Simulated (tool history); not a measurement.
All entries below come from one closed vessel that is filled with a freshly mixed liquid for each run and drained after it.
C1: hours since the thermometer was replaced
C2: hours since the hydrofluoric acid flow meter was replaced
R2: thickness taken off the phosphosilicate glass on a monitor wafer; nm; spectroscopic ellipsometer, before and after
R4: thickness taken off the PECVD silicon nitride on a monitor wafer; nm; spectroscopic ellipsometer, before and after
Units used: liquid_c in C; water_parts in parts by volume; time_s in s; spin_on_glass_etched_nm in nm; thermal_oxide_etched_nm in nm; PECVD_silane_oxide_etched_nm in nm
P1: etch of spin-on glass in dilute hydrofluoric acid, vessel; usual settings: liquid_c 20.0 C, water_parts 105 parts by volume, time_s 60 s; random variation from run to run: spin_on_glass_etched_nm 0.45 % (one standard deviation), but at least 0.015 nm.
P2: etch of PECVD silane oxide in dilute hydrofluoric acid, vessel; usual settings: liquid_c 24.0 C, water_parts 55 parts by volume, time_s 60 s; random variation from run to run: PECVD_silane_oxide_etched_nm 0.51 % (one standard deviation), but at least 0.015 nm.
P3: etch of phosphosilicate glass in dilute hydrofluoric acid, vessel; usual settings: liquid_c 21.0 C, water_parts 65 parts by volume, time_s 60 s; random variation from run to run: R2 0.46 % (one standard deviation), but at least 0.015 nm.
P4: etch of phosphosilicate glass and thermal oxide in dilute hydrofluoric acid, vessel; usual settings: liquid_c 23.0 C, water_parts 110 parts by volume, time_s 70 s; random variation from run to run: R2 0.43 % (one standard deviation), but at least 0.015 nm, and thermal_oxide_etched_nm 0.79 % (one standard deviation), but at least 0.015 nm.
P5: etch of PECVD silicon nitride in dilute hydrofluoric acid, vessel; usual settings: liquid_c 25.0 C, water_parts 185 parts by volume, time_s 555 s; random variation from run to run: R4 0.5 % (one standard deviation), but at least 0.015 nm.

run 1 hour=10.4 | process=P1 liquid_c=20.0 water_parts=105 time_s=60 | C1=968.6 C2=463.6 | spin_on_glass_etched_nm=17.2750
run 2 hour=23.9 | process=P3 liquid_c=21.0 water_parts=65 time_s=60 | C1=982.1 C2=477.1 | R2=175.650
run 3 hour=33.8 | process=P4 liquid_c=23.0 water_parts=50 time_s=70 | C1=992.0 C2=487.0 | R2=127.500 thermal_oxide_etched_nm=7.0469
run 4 hour=46.3 | process=P1 liquid_c=27.5 water_parts=105 time_s=60 | C1=1004.5 C2=499.5 | spin_on_glass_etched_nm=23.2560
run 5 hour=58.3 | process=P3 liquid_c=17.0 water_parts=65 time_s=60 | C1=1016.5 C2=511.5 | R2=148.360
run 6 hour=73.2 | process=P3 liquid_c=21.0 water_parts=65 time_s=30 | C1=1031.4 C2=526.4 | R2=88.215
run 7 hour=87.8 | process=P4 liquid_c=27.0 water_parts=110 time_s=70 | C1=1046.0 C2=541.0 | R2=63.102 thermal_oxide_etched_nm=3.4705
run 8 hour=100.6 | process=P4 liquid_c=23.0 water_parts=110 time_s=105 | C1=1058.8 C2=553.8 | R2=80.744 thermal_oxide_etched_nm=4.4261
run 9 hour=112.5 | process=P5 liquid_c=25.0 water_parts=185 time_s=175 | C1=1070.7 C2=565.7 | R4=2.0652
run 10 hour=127.3 | process=P5 liquid_c=25.0 water_parts=330 time_s=555 | C1=1085.5 C2=580.5 | R4=3.6859
run 11 hour=140.9 | process=P4 liquid_c=23.0 water_parts=110 time_s=70 | C1=1099.1 C2=594.1 | R2=53.806 thermal_oxide_etched_nm=2.9874
run 12 hour=148.2 | process=P2 liquid_c=24.0 water_parts=55 time_s=30 | C1=1106.4 C2=601.4 | PECVD_silane_oxide_etched_nm=26.787
run 13 hour=159.1 | process=P1 liquid_c=20.0 water_parts=170 time_s=60 | C1=1117.3 C2=612.3 | spin_on_glass_etched_nm=9.9849
run 14 hour=167.2 | process=P2 liquid_c=32.0 water_parts=55 time_s=60 | C1=1125.4 C2=620.4 | PECVD_silane_oxide_etched_nm=74.295
run 15 hour=178.1 | process=P1 liquid_c=20.0 water_parts=105 time_s=85 | C1=1136.3 C2=631.3 | spin_on_glass_etched_nm=24.5400
run 16 hour=187.2 | process=P5 liquid_c=25.0 water_parts=185 time_s=555 | C1=1145.4 C2=640.4 | R4=6.5092
run 17 hour=201.7 | process=P1 liquid_c=20.0 water_parts=105 time_s=60 | C1=1159.9 C2=654.9 | spin_on_glass_etched_nm=17.2570
run 18 hour=212.1 | process=P1 liquid_c=20.0 water_parts=105 time_s=30 | C1=1170.3 C2=665.3 | spin_on_glass_etched_nm=8.6129
run 19 hour=225.8 | process=P1 liquid_c=17.0 water_parts=105 time_s=60 | C1=1184.0 C2=679.0 | spin_on_glass_etched_nm=15.1800
run 20 hour=237.4 | process=P4 liquid_c=23.0 water_parts=110 time_s=70 | C1=1195.6 C2=690.6 | R2=53.997 thermal_oxide_etched_nm=3.0193
run 21 hour=246.5 | process=P5 liquid_c=18.0 water_parts=185 time_s=555 | C1=1204.7 C2=699.7 | R4=4.1683
run 22 hour=257.2 | process=P1 liquid_c=20.0 water_parts=105 time_s=60 | C1=1215.4 C2=710.4 | spin_on_glass_etched_nm=17.2880
run 23 hour=266.0 | process=P2 liquid_c=24.0 water_parts=55 time_s=60 | C1=1224.2 C2=719.2 | PECVD_silane_oxide_etched_nm=53.695
run 24 hour=273.4 | process=P3 liquid_c=21.0 water_parts=35 time_s=60 | C1=1231.6 C2=726.6 | R2=339.590
run 25 hour=282.1 | process=P2 liquid_c=24.0 water_parts=85 time_s=60 | C1=1240.3 C2=735.3 | PECVD_silane_oxide_etched_nm=33.162
run 26 hour=292.3 | process=P1 liquid_c=20.0 water_parts=105 time_s=60 | C1=1250.5 C2=745.5 | spin_on_glass_etched_nm=17.2050
run 27 hour=299.5 | process=P1 liquid_c=20.0 water_parts=50 time_s=60 | C1=1257.7 C2=752.7 | spin_on_glass_etched_nm=38.5810
run 28 hour=313.2 | process=P2 liquid_c=24.0 water_parts=55 time_s=60 | C1=1271.4 C2=766.4 | PECVD_silane_oxide_etched_nm=53.546
run 29 hour=320.7 | process=P1 liquid_c=25.5 water_parts=105 time_s=35 | C1=1278.9 C2=773.9 | spin_on_glass_etched_nm=12.6540
run 30 hour=332.8 | process=P1 liquid_c=20.0 water_parts=105 time_s=60 | C1=1291.0 C2=786.0 | spin_on_glass_etched_nm=17.2790
run 31 hour=343.6 | process=P1 liquid_c=20.0 water_parts=105 time_s=60 | C1=1301.8 C2=796.8 | spin_on_glass_etched_nm=17.9050
run 32 hour=352.7 | process=P1 liquid_c=20.0 water_parts=105 time_s=60 | C1=1310.9 C2=805.9 | spin_on_glass_etched_nm=18.0270
run 33 hour=362.4 | process=P1 liquid_c=20.0 water_parts=105 time_s=60 | C1=1320.6 C2=815.6 | spin_on_glass_etched_nm=18.2910
run 34 hour=373.3 | process=P1 liquid_c=20.0 water_parts=105 time_s=60 | C1=1331.5 C2=826.5 | spin_on_glass_etched_nm=18.6510
run 35 hour=382.7 | process=P1 liquid_c=20.0 water_parts=105 time_s=60 | C1=1340.9 C2=835.9 | spin_on_glass_etched_nm=18.5090
run 36 hour=390.9 | process=P1 liquid_c=20.0 water_parts=105 time_s=60 | C1=1349.1 C2=844.1 | spin_on_glass_etched_nm=18.7670
run 37 hour=406.0 | process=P1 liquid_c=20.0 water_parts=105 time_s=60 | C1=1364.2 C2=859.2 | spin_on_glass_etched_nm=18.7160
run 38 hour=414.7 | process=P1 liquid_c=20.0 water_parts=105 time_s=60 | C1=1372.9 C2=867.9 | spin_on_glass_etched_nm=18.8470
run 39 hour=421.3 | process=P1 liquid_c=20.0 water_parts=105 time_s=60 | C1=1379.5 C2=874.5 | spin_on_glass_etched_nm=18.7550

P1 no longer gives what it gave before; its output has crept away from where it was. The following 2 causes, each at its listed size, fit the log equally well:
A: liquid hotter than its thermometer reads (K) = 1.99
B: hydrofluoric acid flow above the setpoint (%) = 7.5
The onset of the drift is placed at about hour 332.8.

The check runs listed below each take one wafer, and their results are still question marks. Under which run would the listed causes lead to clearly different results?
run check 1 hour=427.9 | process=P5 liquid_c=25.0 water_parts=185 time_s=355 | R4=?
run check 2 hour=427.9 | process=P2 liquid_c=32.0 water_parts=55 time_s=30 | PECVD_silane_oxide_etched_nm=?
run check 3 hour=427.9 | process=P3 liquid_c=21.0 water_parts=40 time_s=40 | R2=?
run check 4 hour=427.9 | process=P4 liquid_c=23.0 water_parts=50 time_s=70 | R2=? thermal_oxide_etched_nm=?

How each check would come out, cause by cause:
check=check_1 result=R4 if_A=4.7463 if_B=4.5041
check=check_2 result=PECVD_silane_oxide_etched_nm if_A=39.745 if_B=39.853
check=check_3 result=R2 if_A=213.710 if_B=211.990
check=check_4 result=R2 if_A=138.340 if_B=137.650
check=check_4 result=thermal_oxide_etched_nm if_A=7.6269 if_B=7.5887
Distance between the nearest two causes, measured in the result of the check that separates them most: check 1 5.24 %; check 2 0.27 %; check 3 0.81 %; check 4 0.5 %
Check 1 distinguishes between the causes, while the remaining checks would return nearly the same result for all of them.

Then check 1 was run and gave: R4 4.7687 nm. Which cause is it?

The cause is A: liquid hotter than its thermometer reads (K).
